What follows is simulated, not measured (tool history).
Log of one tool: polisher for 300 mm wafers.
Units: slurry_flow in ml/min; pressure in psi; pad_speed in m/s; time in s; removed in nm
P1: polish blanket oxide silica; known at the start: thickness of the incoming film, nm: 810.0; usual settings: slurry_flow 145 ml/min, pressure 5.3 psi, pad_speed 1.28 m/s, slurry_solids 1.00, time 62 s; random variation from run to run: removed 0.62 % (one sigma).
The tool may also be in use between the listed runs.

run,hour,slurry_flow,pressure,pad_speed,slurry_solids,time,wafers polished on this pad,hours since the slurry nozzle was cleaned,hours since the head pressure was calibrated,hours since the slurry blender was calibrated,hours since the conditioning disc was replaced,removed
1,16.0,145,5.3,1.28,1.00,62,506,662.2,159.0,41.6,40.8,304.28
# hour 31.6: head pressure recalibrated
2,32.1,85,5.3,1.28,0.60,62,689,678.3,0.5,57.7,56.9,205.93
3,43.7,145,6.7,1.28,1.30,62,820,689.9,12.1,69.3,68.5,427.15
4,53.8,145,5.3,1.28,1.00,62,935,700.0,22.2,79.4,78.6,299.77
5,71.4,145,5.3,1.28,1.25,62,1135,717.6,39.8,97.0,96.2,335.18
6,87.3,145,5.3,1.28,0.65,36,1315,733.5,55.7,112.9,112.1,143.61
7,98.2,145,5.3,2.00,1.00,62,1439,744.4,66.6,123.8,123.0,433.82
8,113.8,145,5.3,0.78,1.00,62,1616,760.0,82.2,139.4,138.6,203.50
9,123.1,145,5.3,1.28,1.00,62,1721,769.3,91.5,148.7,147.9,304.32
10,134.7,145,7.0,1.28,1.00,62,1853,780.9,103.1,160.3,159.5,401.36
11,146.2,145,5.3,1.28,1.00,62,1983,792.4,114.6,171.8,171.0,303.16
12,155.7,145,2.4,1.28,1.00,62,2091,801.9,124.1,181.3,180.5,137.10
13,171.7,145,5.3,1.28,1.00,62,2273,817.9,140.1,197.3,196.5,304.91
14,187.6,85,5.3,1.28,1.00,62,2453,833.8,156.0,213.2,212.4,270.22
15,204.7,195,5.3,1.28,1.00,62,2647,850.9,173.1,230.3,229.5,319.79
16,216.1,145,5.3,1.28,1.00,62,2776,862.3,184.5,241.7,240.9,305.35
17,224.1,145,5.3,1.28,0.55,62,2867,870.3,192.5,249.7,248.9,219.26
18,232.3,145,5.3,1.28,1.00,31,2960,878.5,200.7,257.9,257.1,153.63
19,249.9,145,5.3,1.28,1.00,62,3160,896.1,218.3,275.5,274.7,302.57
20,263.3,145,5.3,1.28,1.00,83,3312,909.5,231.7,288.9,288.1,410.23
21,280.7,145,5.3,1.28,1.00,62,3509,926.9,249.1,306.3,305.5,305.05
22,293.2,145,5.3,1.28,1.00,62,3651,939.4,261.6,318.8,318.0,291.68
23,305.5,145,5.3,1.28,1.00,62,3791,951.7,273.9,331.1,330.3,278.19
# hour 311.7: head pressure recalibrated
24,323.2,145,5.3,1.28,1.00,62,3992,969.4,11.6,348.8,348.0,274.32
# hour 325.4: conditioning disc replaced and pad reconditioned
# hour 334.4: slurry nozzle cleaned
25,339.2,145,5.3,1.28,1.00,62,4173,4.8,27.6,364.8,13.8,271.51
26,352.8,145,5.3,1.28,1.00,62,4327,18.4,41.2,378.4,27.4,271.36
27,368.9,145,5.3,1.28,1.00,62,4510,34.5,57.3,394.5,43.5,271.09

What P1 gives has crept away from where it was. These 2 causes fit the log equally well, each at the size given:
A: abrasive missing from the slurry, % = 21.4
B: removal rate lost through wear of the pad, % = 11
The creep began at about hour 280.7.
Why every other cause is out:
slurry flow missing at the pad, %: serviced at hour 334.4, which brought nothing back
head's pressure below its setpoint, %: serviced at hour 311.7, which brought nothing back
time polished since the conditioner stopped cutting, s: serviced at hour 325.4, which brought nothing back

4 check runs are offered, each on 2 wafers whose results are averaged, their results left as question marks. Which one tells the causes apart?
check 1,385.0,95,2.4,1.28,1.00,62,,,,,,?
check 2,385.0,85,5.3,1.88,1.00,62,,,,,,?
check 3,385.0,145,5.3,1.28,0.55,62,,,,,,?
check 4,385.0,190,5.3,1.28,1.00,62,,,,,,?

What each check would give under each cause:
check,result,if A,if B
check 1,removed,111.91,111.93
check 2,removed,326.05,326.10
check 3,removed,190.64,197.49
check 4,removed,282.69,282.73
How far apart the two closest causes lie, in the result that separates them most: check 1 0.01 %; check 2 0.01 %; check 3 3.53 %; check 4 0.01 %
Check 3 tells the causes apart: in the others they would give nearly the same result.

Then check 3 was run and gave: removed 190.12 nm. Which cause is it?

It is A: abrasive missing from the slurry, %.
